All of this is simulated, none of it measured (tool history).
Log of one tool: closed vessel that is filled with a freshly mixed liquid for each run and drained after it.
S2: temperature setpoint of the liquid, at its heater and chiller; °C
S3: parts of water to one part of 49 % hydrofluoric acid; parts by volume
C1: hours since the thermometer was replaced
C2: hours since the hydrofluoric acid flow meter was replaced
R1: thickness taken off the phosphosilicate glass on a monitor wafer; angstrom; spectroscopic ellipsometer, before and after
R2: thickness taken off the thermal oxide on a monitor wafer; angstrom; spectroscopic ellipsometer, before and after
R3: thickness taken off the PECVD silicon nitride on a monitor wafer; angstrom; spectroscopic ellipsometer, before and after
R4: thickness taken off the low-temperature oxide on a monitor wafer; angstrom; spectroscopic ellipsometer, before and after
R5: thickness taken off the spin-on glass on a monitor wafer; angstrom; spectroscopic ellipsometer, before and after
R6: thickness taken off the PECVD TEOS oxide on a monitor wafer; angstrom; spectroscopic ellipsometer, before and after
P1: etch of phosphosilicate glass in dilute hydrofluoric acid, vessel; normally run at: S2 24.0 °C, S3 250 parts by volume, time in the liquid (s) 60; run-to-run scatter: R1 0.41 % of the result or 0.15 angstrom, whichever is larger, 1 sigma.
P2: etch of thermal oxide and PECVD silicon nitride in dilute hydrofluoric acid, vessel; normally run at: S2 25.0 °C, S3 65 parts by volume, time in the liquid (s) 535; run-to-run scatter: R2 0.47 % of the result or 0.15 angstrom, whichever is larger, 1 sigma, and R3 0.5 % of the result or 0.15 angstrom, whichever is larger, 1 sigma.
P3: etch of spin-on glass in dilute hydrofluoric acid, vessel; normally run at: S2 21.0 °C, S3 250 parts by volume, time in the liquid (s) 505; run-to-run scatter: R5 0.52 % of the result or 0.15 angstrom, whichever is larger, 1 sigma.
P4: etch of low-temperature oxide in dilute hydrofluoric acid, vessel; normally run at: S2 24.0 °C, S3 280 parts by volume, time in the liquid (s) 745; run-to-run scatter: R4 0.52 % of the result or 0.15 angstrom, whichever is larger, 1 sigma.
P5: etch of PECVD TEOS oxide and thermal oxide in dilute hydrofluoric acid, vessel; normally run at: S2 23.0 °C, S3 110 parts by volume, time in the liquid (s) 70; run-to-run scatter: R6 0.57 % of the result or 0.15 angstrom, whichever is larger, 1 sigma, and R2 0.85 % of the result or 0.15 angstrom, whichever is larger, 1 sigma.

Run 1, hour 16.0: process that ran P1, S2 24.0 °C, S3 250 parts by volume, time in the liquid (s) 60; C1 1480.1; C2 941.4. Result: R1 148.470 angstrom.
Run 2, hour 31.3: process that ran P1, S2 24.0 °C, S3 250 parts by volume, time in the liquid (s) 95; C1 1495.4; C2 956.7. Result: R1 234.840 angstrom.
Run 3, hour 46.9: process that ran P1, S2 24.0 °C, S3 250 parts by volume, time in the liquid (s) 60; C1 1511.0; C2 972.3. Result: R1 148.350 angstrom.
Run 4, hour 56.1: process that ran P1, S2 24.0 °C, S3 250 parts by volume, time in the liquid (s) 30; C1 1520.2; C2 981.5. Result: R1 73.585 angstrom.
Run 5, hour 68.1: process that ran P1, S2 30.5 °C, S3 250 parts by volume, time in the liquid (s) 60; C1 1532.2; C2 993.5. Result: R1 184.730 angstrom.
Run 6, hour 82.0: process that ran P1, S2 24.0 °C, S3 340 parts by volume, time in the liquid (s) 60; C1 1546.1; C2 1007.4. Result: R1 98.993 angstrom.
Run 7, hour 97.3: process that ran P2, S2 29.0 °C, S3 65 parts by volume, time in the liquid (s) 535; C1 1561.4; C2 1022.7. Result: R2 501.860 angstrom, R3 609.390 angstrom.
Run 8, hour 112.8: process that ran P2, S2 25.0 °C, S3 65 parts by volume, time in the liquid (s) 535; C1 1576.9; C2 1038.2. Result: R2 426.610 angstrom, R3 465.790 angstrom.
Run 9, hour 121.7: process that ran P2, S2 25.0 °C, S3 20 parts by volume, time in the liquid (s) 535; C1 1585.8; C2 1047.1. Result: R2 1459.500 angstrom, R3 1469.200 angstrom.
Run 10, hour 138.4: process that ran P1, S2 24.0 °C, S3 250 parts by volume, time in the liquid (s) 60; C1 1602.5; C2 1063.8. Result: R1 148.130 angstrom.
Run 11, hour 156.9: process that ran P1, S2 24.0 °C, S3 250 parts by volume, time in the liquid (s) 60; C1 1621.0; C2 1082.3. Result: R1 148.550 angstrom.
Run 12, hour 168.4: process that ran P4, S2 24.0 °C, S3 280 parts by volume, time in the liquid (s) 745; C1 1632.5; C2 1093.8. Result: R4 350.56 angstrom.
Run 13, hour 182.7: process that ran P3, S2 21.0 °C, S3 410 parts by volume, time in the liquid (s) 505; C1 1646.8; C2 1108.1. Result: R5 308.580 angstrom.
Run 14, hour 199.2: process that ran P3, S2 21.0 °C, S3 250 parts by volume, time in the liquid (s) 505; C1 1663.3; C2 1124.6. Result: R5 583.060 angstrom.
Run 15, hour 217.7: process that ran P1, S2 24.0 °C, S3 250 parts by volume, time in the liquid (s) 60; C1 1681.8; C2 1143.1. Result: R1 147.150 angstrom.
Run 16, hour 226.8: process that ran P5, S2 23.0 °C, S3 170 parts by volume, time in the liquid (s) 70; C1 1690.9; C2 1152.2. Result: R2 17.170 angstrom, R6 35.251 angstrom.
Run 17, hour 242.5: process that ran P5, S2 23.0 °C, S3 110 parts by volume, time in the liquid (s) 70; C1 1706.6; C2 1167.9. Result: R2 27.957 angstrom, R6 57.857 angstrom.
Run 18, hour 259.1: process that ran P5, S2 23.0 °C, S3 110 parts by volume, time in the liquid (s) 30; C1 1723.2; C2 1184.5. Result: R2 12.059 angstrom, R6 24.670 angstrom.
Run 19, hour 274.6: process that ran P1, S2 24.0 °C, S3 435 parts by volume, time in the liquid (s) 90; C1 1738.7; C2 1200.0. Result: R1 106.500 angstrom.
Run 20, hour 283.0: process that ran P1, S2 17.0 °C, S3 250 parts by volume, time in the liquid (s) 60; C1 1747.1; C2 1208.4. Result: R1 114.130 angstrom.
Run 21, hour 292.6: process that ran P3, S2 21.0 °C, S3 250 parts by volume, time in the liquid (s) 30; C1 1756.7; C2 1218.0. Result: R5 34.549 angstrom.
Run 22, hour 302.6: process that ran P5, S2 17.0 °C, S3 110 parts by volume, time in the liquid (s) 70; C1 1766.7; C2 1228.0. Result: R2 22.175 angstrom, R6 44.935 angstrom.
Run 23, hour 311.1: process that ran P4, S2 24.0 °C, S3 280 parts by volume, time in the liquid (s) 1385; C1 1775.2; C2 1236.5. Result: R4 659.64 angstrom.
Run 24, hour 322.3: process that ran P1, S2 24.0 °C, S3 100 parts by volume, time in the liquid (s) 60; C1 1786.4; C2 1247.7. Result: R1 434.910 angstrom.
Run 25, hour 339.5: process that ran P3, S2 27.0 °C, S3 250 parts by volume, time in the liquid (s) 505; C1 1803.6; C2 1264.9. Result: R5 716.790 angstrom.
Run 26, hour 352.5: process that ran P1, S2 24.0 °C, S3 250 parts by volume, time in the liquid (s) 60; C1 1816.6; C2 1277.9. Result: R1 146.750 angstrom.
Run 27, hour 370.0: process that ran P5, S2 23.0 °C, S3 110 parts by volume, time in the liquid (s) 70; C1 1834.1; C2 1295.4. Result: R2 28.505 angstrom, R6 57.984 angstrom.
Run 28, hour 382.4: process that ran P3, S2 21.0 °C, S3 250 parts by volume, time in the liquid (s) 505; C1 1846.5; C2 1307.8. Result: R5 575.130 angstrom.
Run 29, hour 395.1: process that ran P1, S2 24.0 °C, S3 250 parts by volume, time in the liquid (s) 60; C1 1859.2; C2 1320.5. Result: R1 147.180 angstrom.
Run 30, hour 412.7: process that ran P4, S2 30.0 °C, S3 280 parts by volume, time in the liquid (s) 745; C1 1876.8; C2 1338.1. Result: R4 430.28 angstrom.
Run 31, hour 426.1: process that ran P4, S2 24.0 °C, S3 430 parts by volume, time in the liquid (s) 745; C1 1890.2; C2 1351.5. Result: R4 200.38 angstrom.
Run 32, hour 442.0: process that ran P2, S2 25.0 °C, S3 65 parts by volume, time in the liquid (s) 70; C1 1906.1; C2 1367.4. Result: R2 54.919 angstrom, R3 61.261 angstrom.
Run 33, hour 454.5: process that ran P1, S2 24.0 °C, S3 250 parts by volume, time in the liquid (s) 60; C1 1918.6; C2 1379.9. Result: R1 148.790 angstrom.
Run 34, hour 472.8: process that ran P1, S2 24.0 °C, S3 250 parts by volume, time in the liquid (s) 60; C1 1936.9; C2 1398.2. Result: R1 151.410 angstrom.
Run 35, hour 481.6: process that ran P1, S2 24.0 °C, S3 250 parts by volume, time in the liquid (s) 60; C1 1945.7; C2 1407.0. Result: R1 153.640 angstrom.
Run 36, hour 496.4: process that ran P1, S2 24.0 °C, S3 250 parts by volume, time in the liquid (s) 60; C1 1960.5; C2 1421.8. Result: R1 154.150 angstrom.
Run 37, hour 507.9: process that ran P1, S2 24.0 °C, S3 250 parts by volume, time in the liquid (s) 60; C1 1972.0; C2 1433.3. Result: R1 155.920 angstrom.
Run 38, hour 517.6: process that ran P1, S2 24.0 °C, S3 250 parts by volume, time in the liquid (s) 60; C1 1981.7; C2 1443.0. Result: R1 155.410 angstrom.
Run 39, hour 534.9: process that ran P1, S2 24.0 °C, S3 250 parts by volume, time in the liquid (s) 60; C1 1999.0; C2 1460.3. Result: R1 155.160 angstrom.
Run 40, hour 543.7: process that ran P1, S2 24.0 °C, S3 250 parts by volume, time in the liquid (s) 60; C1 2007.8; C2 1469.1. Result: R1 156.370 angstrom.
Run 41, hour 553.2: process that ran P1, S2 24.0 °C, S3 250 parts by volume, time in the liquid (s) 60; C1 2017.3; C2 1478.6. Result: R1 156.820 angstrom.
Run 42, hour 564.7: process that ran P1, S2 24.0 °C, S3 250 parts by volume, time in the liquid (s) 60; C1 2028.8; C2 1490.1. Result: R1 156.260 angstrom.

What P1 gives has crept away from where it was. These 2 causes fit the log equally well, each at the size given:
A: hydrofluoric acid flow above the setpoint (%) = 4.68
B: liquid hotter than its thermometer reads (K) = 1.62
The creep began at about hour 454.5.

4 check runs are offered, one wafer each, their results left as question marks. Which one tells the causes apart?
Run check 1, hour 576.2: process that ran P5, S2 23.0 °C, S3 150 parts by volume, time in the liquid (s) 70. Result: R2 ?, R6 ?.
Run check 2, hour 576.2: process that ran P4, S2 24.0 °C, S3 385 parts by volume, time in the liquid (s) 995. Result: R4 ?.
Run check 3, hour 576.2: process that ran P3, S2 21.0 °C, S3 325 parts by volume, time in the liquid (s) 35. Result: R5 ?.
Run check 4, hour 576.2: process that ran P2, S2 25.0 °C, S3 20 parts by volume, time in the liquid (s) 165. Result: R2 ?, R3 ?.

What each check would give under each cause:
  check  result     if A     if B
check 1      R2   20.933   21.117
check 1      R6   42.600   42.974
check 2      R4   329.61   326.86
check 3      R5   30.682   30.628
check 4      R2  473.920  483.860
check 4      R3  474.380  506.900
How far apart the two closest causes lie, in the result that separates them most: check 1 0.88 %; check 2 0.84 %; check 3 0.18 %; check 4 6.63 %
Check 4 tells the causes apart: in the others they would give nearly the same result.

Then check 4 was run and gave: R2 475.470 angstrom; R3 474.760 angstrom. Which cause is it?

It is A: hydrofluoric acid flow above the setpoint (%).

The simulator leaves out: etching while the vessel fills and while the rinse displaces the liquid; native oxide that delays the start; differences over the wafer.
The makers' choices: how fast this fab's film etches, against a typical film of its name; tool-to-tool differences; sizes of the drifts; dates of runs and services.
